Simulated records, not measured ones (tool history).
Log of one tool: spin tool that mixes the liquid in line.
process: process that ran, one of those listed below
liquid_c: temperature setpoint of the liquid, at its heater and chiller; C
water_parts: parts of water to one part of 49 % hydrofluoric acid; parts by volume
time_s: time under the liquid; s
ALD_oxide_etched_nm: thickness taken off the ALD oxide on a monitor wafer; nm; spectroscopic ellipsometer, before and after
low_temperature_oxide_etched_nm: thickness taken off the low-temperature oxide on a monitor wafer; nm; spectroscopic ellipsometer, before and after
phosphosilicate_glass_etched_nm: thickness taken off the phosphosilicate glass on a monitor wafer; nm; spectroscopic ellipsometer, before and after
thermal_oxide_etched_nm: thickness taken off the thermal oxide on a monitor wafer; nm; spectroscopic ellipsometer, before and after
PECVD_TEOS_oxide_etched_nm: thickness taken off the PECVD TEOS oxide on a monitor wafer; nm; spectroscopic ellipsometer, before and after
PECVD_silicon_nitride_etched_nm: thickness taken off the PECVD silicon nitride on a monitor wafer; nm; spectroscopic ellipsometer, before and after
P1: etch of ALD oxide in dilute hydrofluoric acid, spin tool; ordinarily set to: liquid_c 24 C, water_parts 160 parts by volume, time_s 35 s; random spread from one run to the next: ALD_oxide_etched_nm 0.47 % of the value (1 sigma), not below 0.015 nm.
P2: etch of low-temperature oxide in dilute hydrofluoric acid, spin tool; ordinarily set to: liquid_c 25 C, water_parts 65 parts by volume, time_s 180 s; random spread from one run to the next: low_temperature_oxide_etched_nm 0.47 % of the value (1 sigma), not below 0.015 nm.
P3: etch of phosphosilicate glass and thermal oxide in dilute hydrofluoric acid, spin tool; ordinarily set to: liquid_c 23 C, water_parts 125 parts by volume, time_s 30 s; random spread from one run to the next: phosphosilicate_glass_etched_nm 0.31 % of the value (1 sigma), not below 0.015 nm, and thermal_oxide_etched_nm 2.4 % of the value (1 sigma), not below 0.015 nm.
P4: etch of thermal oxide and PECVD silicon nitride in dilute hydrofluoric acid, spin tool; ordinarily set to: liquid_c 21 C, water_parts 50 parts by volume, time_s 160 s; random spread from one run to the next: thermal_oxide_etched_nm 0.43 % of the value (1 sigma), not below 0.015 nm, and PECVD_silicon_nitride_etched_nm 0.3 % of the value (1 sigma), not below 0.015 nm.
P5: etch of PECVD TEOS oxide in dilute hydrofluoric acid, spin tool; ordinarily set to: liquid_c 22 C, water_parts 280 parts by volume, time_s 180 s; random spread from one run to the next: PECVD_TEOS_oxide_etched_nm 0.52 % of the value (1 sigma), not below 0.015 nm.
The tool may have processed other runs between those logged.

run   hour  process  liquid_c  water_parts  time_s  ALD_oxide_etched_nm  low_temperature_oxide_etched_nm  phosphosilicate_glass_etched_nm  thermal_oxide_etched_nm  PECVD_TEOS_oxide_etched_nm  PECVD_silicon_nitride_etched_nm
  1    5.2       P1        24          160      35                6.684
  2   10.4       P1        17          160      35               5.0878
  3   16.8       P1        24          160      35               6.7418
  4     22       P1        24          160      15               2.8618
  5   27.4       P2        25           65     180                                                57.036
  6   30.9       P3        23           35      30                                                                                 101.62                   4.1389
  7   37.4       P1        24          100      35               11.498
  8   43.8       P1        24          160      35               6.6823
  9     47       P1        24          160      35               6.7436
 10   52.8       P1        30          160      35               8.4085
 11   58.9       P5        22          165     180                                                                                                                                      9.8055
 12   64.7       P1        24          160      35               6.6936
 13   71.1       P3        23          125      30                                                                                 25.442                  0.99228
 14   76.9       P3        17          125      30                                                                                  20.02                  0.80654
      82.4  -- hydrofluoric acid flow meter replaced
 15   83.2       P5        17          280     180                                                                                                                                      4.3102
 16   86.6       P5        22          280     275                                                                                                                                      7.9035
 17   90.9       P2        30           65     180                                                68.925
 18   94.7       P1        24          160      65               12.416
 19   98.4       P4        21           50     275                                                                                                          24.916                                                       13.442
 20  102.3       P4        17           50     160                                                                                                          12.261                                                       5.9164
 21  107.6       P1        24          160      35               6.6855
 22  111.5       P1        17          160      15               2.1868
 23    115       P1        28          160      20               4.4577
 24  119.3       P5        22          280     180                                                                                                                                      5.1954
 25    125       P4        21           50     160                                                                                                          14.452                                                       7.8214
 26  129.6       P2        25           65     355                                                111.68
 27    134       P4        21           50     160                                                                                                           14.44                                                       7.8804
 28  138.8       P2        25          110     180                                                31.453
 29  145.5       P4        21           20     160                                                                                                          37.725                                                       18.972
 30  150.2       P1        24          230      35               4.3664
 31  155.6       P3        23          125      15                                                                                 12.856                  0.45761
 32  160.2       P1        24          160      35               6.6975
 33  165.3       P1        24          160      35               6.5601
 34  168.7       P1        24          160      35               6.5665
 35  173.8       P1        24          160      35               6.4714
 36  177.4       P1        24          160      35               6.4819
 37  182.2       P1        24          160      35               6.4052
 38  186.3       P1        24          160      35               6.4212
 39  189.6       P1        24          160      35               6.3815
 40  194.9       P1        24          160      35               6.3783
 41  200.2       P1        24          160      35               6.3402
 42  206.6       P1        24          160      35               6.3595
 43  210.8       P1        24          160      35               6.3454

Compared with where it was, what P1 gives has crept away. Each cause listed below fits the log as well as the rest, at the size given for it:
A: liquid colder than its thermometer reads (K) = 1.39
B: hydrofluoric acid flow below the setpoint (%) = 4.37
Onset of the creep was near hour 160.2.

Which of the 4 check runs listed below separates the causes, so that each cause would produce a clearly different result? Each run uses one wafer, and its results are marked with question marks.
check 1   215       P2        25           65     180                                                     ?
check 2   215       P4        21           50     160                                                                                                               ?                                                            ?
check 3   215       P5        22          280     180                                                                                                                                           ?
check 4   215       P3        23          125      30                                                                                      ?                        ?

If the cause were each of the candidates in turn, the checks would give the following:
  check                           result     if A     if B
check 1  low_temperature_oxide_etched_nm   53.698   54.117
check 2          thermal_oxide_etched_nm   13.645   13.803
check 2  PECVD_silicon_nitride_etched_nm   7.1331   7.5207
check 3       PECVD_TEOS_oxide_etched_nm   4.9414   4.9104
check 4  phosphosilicate_glass_etched_nm    24.21   24.301
check 4          thermal_oxide_etched_nm  0.94888  0.95242
Separation of the two closest causes in each check, using whichever result separates them best: check 1 0.78 %; check 2 5.29 %; check 3 0.63 %; check 4 0.37 %
Check 2 tells the causes apart: in the others they would give nearly the same result.

After running check 2, the following was obtained: thermal_oxide_etched_nm 13.782 nm; PECVD_silicon_nitride_etched_nm 7.5796 nm. Which cause does this point to?

The correct cause is B, namely: hydrofluoric acid flow below the setpoint (%).
